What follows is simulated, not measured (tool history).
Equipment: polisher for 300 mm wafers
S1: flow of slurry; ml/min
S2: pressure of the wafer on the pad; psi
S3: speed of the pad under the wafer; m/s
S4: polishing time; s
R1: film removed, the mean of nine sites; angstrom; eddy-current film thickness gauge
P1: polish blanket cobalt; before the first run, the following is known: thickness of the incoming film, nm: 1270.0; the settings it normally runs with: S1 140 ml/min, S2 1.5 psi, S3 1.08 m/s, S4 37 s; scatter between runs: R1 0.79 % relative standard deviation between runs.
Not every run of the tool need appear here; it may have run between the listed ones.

run	hour	S1	S2	S3	S4	R1
1	13.0	140	1.5	1.08	37	1435.30
# hour 19.8: head pressure recalibrated
2	20.9	140	1.5	1.08	37	1439.10
3	29.1	85	1.5	1.08	37	1281.60
4	35.9	140	1.5	1.08	37	1437.50
5	47.2	140	2.3	1.08	37	2170.70
6	55.9	205	1.5	1.08	37	1537.20
7	64.1	195	1.1	1.08	37	1126.70
8	77.6	140	1.5	1.50	37	2026.90
9	87.3	140	1.5	0.64	37	859.53
10	97.7	140	1.5	1.08	59	2306.40
11	106.5	140	1.5	1.08	37	1439.20
12	119.4	200	1.5	1.08	58	2402.50
13	133.8	140	1.0	1.08	37	966.25
14	147.9	140	1.8	1.66	37	2693.00
15	161.4	140	1.5	1.08	23	892.95
16	174.7	140	1.5	1.08	37	1460.10
17	184.6	140	1.5	1.08	37	1409.10
18	196.3	140	1.5	1.08	37	1382.10
# hour 203.5: head pressure recalibrated
19	209.1	140	1.5	1.08	37	1354.10
20	218.4	140	1.5	1.08	37	1372.60
21	226.2	140	1.5	1.08	37	1341.90
22	232.6	140	1.5	1.08	37	1344.30

What P1 gives has crept off from where it sat before. The 2 causes that follow fit the log equally well, each at the size noted:
A: removal rate lost through wear of the pad, % = 7.06
B: slurry flow missing at the pad, % = 29
At approximately hour 174.7, the process output began to creep.
All other causes, with the reason each is excluded:
head's pressure below its setpoint, %: serviced at hour 203.5, after the change had begun; the process did not return to its earlier output

The 4 check runs listed below each average the results of 5 wafers, and their outcomes are marked with question marks. Under which run would the listed causes produce clearly different results?
check 1	239.0	140	2.0	1.08	37	?
check 2	239.0	95	2.0	1.08	37	?
check 3	239.0	140	1.5	0.72	55	?
check 4	239.0	140	2.1	1.08	56	?

What every check run would give for each of its results, assuming each possible cause in turn:
check	result	if A	if B
check 1	R1	1792.80	1792.60
check 2	R1	1647.00	1598.60
check 3	R1	1332.50	1332.30
check 4	R1	2849.10	2848.70
Gap, in per cent, between the two causes that each check separates least, read from the result that separates them most: check 1 0.01 %; check 2 2.98 %; check 3 0.01 %; check 4 0.01 %
The other checks would show nearly matching results whichever cause is true, so check 2 is the only one that separates the causes.

Check 2 was then run and gave: R1 1598.60 angstrom. Which cause is it?

B is the cause: slurry flow missing at the pad, %.

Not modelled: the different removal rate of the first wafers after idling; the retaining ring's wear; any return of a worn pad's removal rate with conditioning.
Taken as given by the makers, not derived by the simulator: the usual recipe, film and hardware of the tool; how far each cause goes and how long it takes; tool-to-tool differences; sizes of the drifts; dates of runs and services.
